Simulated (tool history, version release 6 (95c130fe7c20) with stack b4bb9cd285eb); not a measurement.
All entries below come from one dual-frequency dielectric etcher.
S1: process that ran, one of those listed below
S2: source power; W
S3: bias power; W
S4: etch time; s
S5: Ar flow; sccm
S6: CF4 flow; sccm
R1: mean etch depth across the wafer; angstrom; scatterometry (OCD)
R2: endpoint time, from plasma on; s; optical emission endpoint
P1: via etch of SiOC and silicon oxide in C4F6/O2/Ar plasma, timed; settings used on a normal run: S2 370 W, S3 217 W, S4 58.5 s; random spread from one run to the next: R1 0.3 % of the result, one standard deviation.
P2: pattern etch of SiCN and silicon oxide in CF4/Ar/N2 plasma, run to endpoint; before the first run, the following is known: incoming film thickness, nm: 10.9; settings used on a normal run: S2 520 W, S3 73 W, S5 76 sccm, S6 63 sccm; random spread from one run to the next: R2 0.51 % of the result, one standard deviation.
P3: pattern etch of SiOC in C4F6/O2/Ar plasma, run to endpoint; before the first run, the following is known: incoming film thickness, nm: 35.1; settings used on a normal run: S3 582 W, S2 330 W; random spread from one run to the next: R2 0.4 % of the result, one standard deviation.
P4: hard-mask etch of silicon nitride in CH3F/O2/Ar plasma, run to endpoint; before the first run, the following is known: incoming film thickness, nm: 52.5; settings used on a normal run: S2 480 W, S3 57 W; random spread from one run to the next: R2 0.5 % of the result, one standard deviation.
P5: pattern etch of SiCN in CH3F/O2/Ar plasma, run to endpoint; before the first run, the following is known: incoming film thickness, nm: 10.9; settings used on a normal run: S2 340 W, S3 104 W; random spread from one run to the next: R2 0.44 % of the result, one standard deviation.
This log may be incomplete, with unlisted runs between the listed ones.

| run | hour | S1 | S2 | S3 | S4 | S5 | S6 | R1 | R2 |
|---|---|---|---|---|---|---|---|---|---|
| 1 | 2 | P1 | 370 | 217 | 58.5 |  |  | 688.75 |  |
| 2 | 4.9 | P2 | 520 | 73 |  | 76 | 85 |  | 10.497 |
| 3 | 6.9 | P5 | 340 | 104 |  |  |  |  | 26.609 |
| 4 | 9.4 | P1 | 370 | 273 | 58.5 |  |  | 749.09 |  |
| 5 | 11.6 | P1 | 370 | 217 | 58.5 |  |  | 684.62 |  |
| 6 | 14 | P1 | 370 | 217 | 58.5 |  |  | 687.71 |  |
| 7 | 18.1 | P1 | 370 | 217 | 86 |  |  | 1017.6 |  |
| 8 | 20.7 | P3 | 330 | 582 |  |  |  |  | 11.725 |
| 9 | 24.5 | P1 | 370 | 217 | 35.5 |  |  | 418.43 |  |
| 10 | 27.4 | P4 | 480 | 57 |  |  |  |  | 78.143 |
| 11 | 30.3 | P4 | 480 | 70 |  |  |  |  | 72.725 |
| 12 | 33.6 | P1 | 370 | 167 | 58.5 |  |  | 634.42 |  |
| 13 | 37.8 | P3 | 450 | 582 |  |  |  |  | 10.569 |
| 14 | 41.7 | P1 | 370 | 217 | 58.5 |  |  | 690.97 |  |
| 15 | 44.1 | P1 | 240 | 217 | 58.5 |  |  | 582.74 |  |
| 16 | 47.2 | P5 | 340 | 141 |  |  |  |  | 23.516 |
| 17 | 50.4 | P3 | 330 | 819 |  |  |  |  | 10.275 |
| 18 | 52.6 | P2 | 520 | 73 |  | 76 | 63 |  | 10.973 |
| 19 | 55.9 | P2 | 520 | 95 |  | 76 | 63 |  | 10.071 |
| 20 | 58 | P3 | 330 | 582 |  |  |  |  | 11.806 |
| 21 | 60.4 | P1 | 450 | 217 | 58.5 |  |  | 738.43 |  |
| 22 | 62.8 | P4 | 640 | 57 |  |  |  |  | 70.112 |
| 23 | 65.3 | P2 | 520 | 73 |  | 76 | 63 |  | 11.03 |
| 24 | 67.6 | P1 | 370 | 277 | 82 |  |  | 1047.2 |  |
| 25 | 69.8 | P5 | 450 | 104 |  |  |  |  | 24.019 |
| 26 | 71.8 | P2 | 650 | 73 |  | 76 | 63 |  | 9.0171 |
| 27 | 75.4 | P2 | 520 | 73 |  | 106 | 63 |  | 11.629 |
| 28 | 78.7 | P1 | 370 | 217 | 58.5 |  |  | 689.3 |  |
| 29 | 80.9 | P1 | 370 | 217 | 58.5 |  |  | 685.52 |  |
| 30 | 84 | P1 | 370 | 217 | 58.5 |  |  | 681.44 |  |
| 31 | 88.3 | P1 | 370 | 217 | 58.5 |  |  | 679.66 |  |
|  | 90.6 | wet clean of the chamber |
| 32 | 91.6 | P1 | 370 | 217 | 58.5 |  |  | 680.43 |  |
| 33 | 94.8 | P1 | 370 | 217 | 58.5 |  |  | 678.53 |  |
| 34 | 97.5 | P1 | 370 | 217 | 58.5 |  |  | 677.91 |  |
| 35 | 100 | P1 | 370 | 217 | 58.5 |  |  | 677.76 |  |
| 36 | 103.5 | P1 | 370 | 217 | 58.5 |  |  | 678.7 |  |

What P1 gives has crept away from where it was. These 2 causes fit the log equally well, each at the size given:
A: source power that arrives under what is set, % = 3.79
B: bias power that arrives under what is set, % = 4.33
Creep in the process output first set in at about hour 78.7.
Excluded causes, each with its reason:
chamber walls in a state that lowers the etch rate, %: maintenance at hour 90.6, after the shift began, did not return the process to its former output

Of the 4 check runs below, each run on 5 wafers with the results averaged and each result still a question mark, which one would tell the listed causes apart?
| check 1 | 107 | P5 | 450 | 126 |  |  |  |  | ? |
| check 2 | 107 | P2 | 520 | 73 |  | 76 | 79 |  | ? |
| check 3 | 107 | P4 | 590 | 66 |  |  |  |  | ? |
| check 4 | 107 | P3 | 410 | 582 |  |  |  |  | ? |

If the cause were each of the candidates in turn, the checks would give the following:
| check | result | if A | if B |
|---|---|---|---|
| check 1 | R2 | 22.522 | 22.591 |
| check 2 | R2 | 11.006 | 10.783 |
| check 3 | R2 | 69.534 | 69.494 |
| check 4 | R2 | 11.02 | 11.049 |
Smallest distance between any two causes, each pair judged by its most separating result, in per cent: check 1 0.31 %; check 2 2.04 %; check 3 0.06 %; check 4 0.26 %
Check 2 distinguishes between the causes, while the remaining checks would return nearly the same result for all of them.

Running check 2 produced the following: R2 10.829 s. Which one of the listed causes fits?

The cause is B: bias power that arrives under what is set, %.
